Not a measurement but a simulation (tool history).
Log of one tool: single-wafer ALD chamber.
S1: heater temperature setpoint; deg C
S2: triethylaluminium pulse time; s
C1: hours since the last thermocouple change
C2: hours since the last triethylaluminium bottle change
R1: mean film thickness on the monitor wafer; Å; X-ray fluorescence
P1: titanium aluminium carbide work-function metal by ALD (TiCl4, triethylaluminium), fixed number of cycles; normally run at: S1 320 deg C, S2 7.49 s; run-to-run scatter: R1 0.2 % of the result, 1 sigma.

Run 1, day 0.196: S1 320 deg C, S2 7.49 s; C1 777.6; C2 1137.0. Result: R1 20.573 Å.
Run 2, day 0.325: S1 301 deg C, S2 7.49 s; C1 780.7; C2 1140.1. Result: R1 18.994 Å.
Run 3, day 0.433: S1 320 deg C, S2 7.49 s; C1 783.3; C2 1142.7. Result: R1 20.581 Å.
At day 0.462: thermocouple changed; heater temperature recalibrated.
Run 4, day 0.567: S1 342 deg C, S2 3.18 s; C1 2.6; C2 1145.9. Result: R1 16.194 Å.
Run 5, day 0.692: S1 342 deg C, S2 7.49 s; C1 5.6; C2 1148.9. Result: R1 22.382 Å.
Run 6, day 0.817: S1 320 deg C, S2 3.65 s; C1 8.6; C2 1151.9. Result: R1 15.924 Å.
Run 7, day 1.000: S1 320 deg C, S2 7.49 s; C1 13.0; C2 1156.3. Result: R1 20.459 Å.
Run 8, day 1.158: S1 320 deg C, S2 7.49 s; C1 16.8; C2 1160.1. Result: R1 20.541 Å.
Run 9, day 1.283: S1 320 deg C, S2 7.49 s; C1 19.8; C2 1163.1. Result: R1 20.556 Å.
Run 10, day 1.392: S1 320 deg C, S2 7.49 s; C1 22.4; C2 1165.7. Result: R1 20.602 Å.
Run 11, day 1.558: S1 320 deg C, S2 10.97 s; C1 26.4; C2 1169.7. Result: R1 21.730 Å.
Run 12, day 1.671: S1 320 deg C, S2 7.49 s; C1 29.1; C2 1172.4. Result: R1 20.540 Å.
Run 13, day 1.817: S1 320 deg C, S2 7.49 s; C1 32.6; C2 1175.9. Result: R1 20.556 Å.
Run 14, day 1.933: S1 320 deg C, S2 7.49 s; C1 35.4; C2 1178.7. Result: R1 20.357 Å.
Run 15, day 2.146: S1 320 deg C, S2 7.49 s; C1 40.5; C2 1183.8. Result: R1 20.244 Å.
Run 16, day 2.350: S1 320 deg C, S2 7.49 s; C1 45.4; C2 1188.7. Result: R1 20.157 Å.
Run 17, day 2.475: S1 320 deg C, S2 7.49 s; C1 48.4; C2 1191.7. Result: R1 20.084 Å.
Run 18, day 2.642: S1 320 deg C, S2 7.49 s; C1 52.4; C2 1195.7. Result: R1 20.106 Å.
Run 19, day 2.750: S1 320 deg C, S2 7.49 s; C1 55.0; C2 1198.3. Result: R1 20.124 Å.
Run 20, day 2.862: S1 320 deg C, S2 7.49 s; C1 57.7; C2 1201.0. Result: R1 20.076 Å.

What P1 gives has crept away from where it was. These 2 causes fit the log equally well, each at the size given:
A: triethylaluminium dose below that of a fresh bottle (%) = 9.45
B: wafer temperature below the value expected at the setpoint (K) = 5.58
The creep began at about day 1.817.

4 check runs are offered, one wafer each, their results left as question marks. Which one tells the causes apart?
Run check 1, day 2.975: S1 307 deg C, S2 7.49 s. Result: R1 ?.
Run check 2, day 2.975: S1 339 deg C, S2 7.49 s. Result: R1 ?.
Run check 3, day 2.975: S1 308 deg C, S2 3.80 s. Result: R1 ?.
Run check 4, day 2.975: S1 304 deg C, S2 7.49 s. Result: R1 ?.

What each check would give under each cause:
  check  result    if A    if B
check 1      R1  19.036  19.016
check 2      R1  21.648  21.679
check 3      R1  14.698  15.087
check 4      R1  18.794  18.770
How far apart the two closest causes lie, in the result that separates them most: check 1 0.1 %; check 2 0.14 %; check 3 2.61 %; check 4 0.13 %
Only check 3 tells the causes apart: in the others they would give nearly the same result.

Check 3 was then run and gave: R1 14.659 Å. Which cause is it?

It is A: triethylaluminium dose below that of a fresh bottle (%).
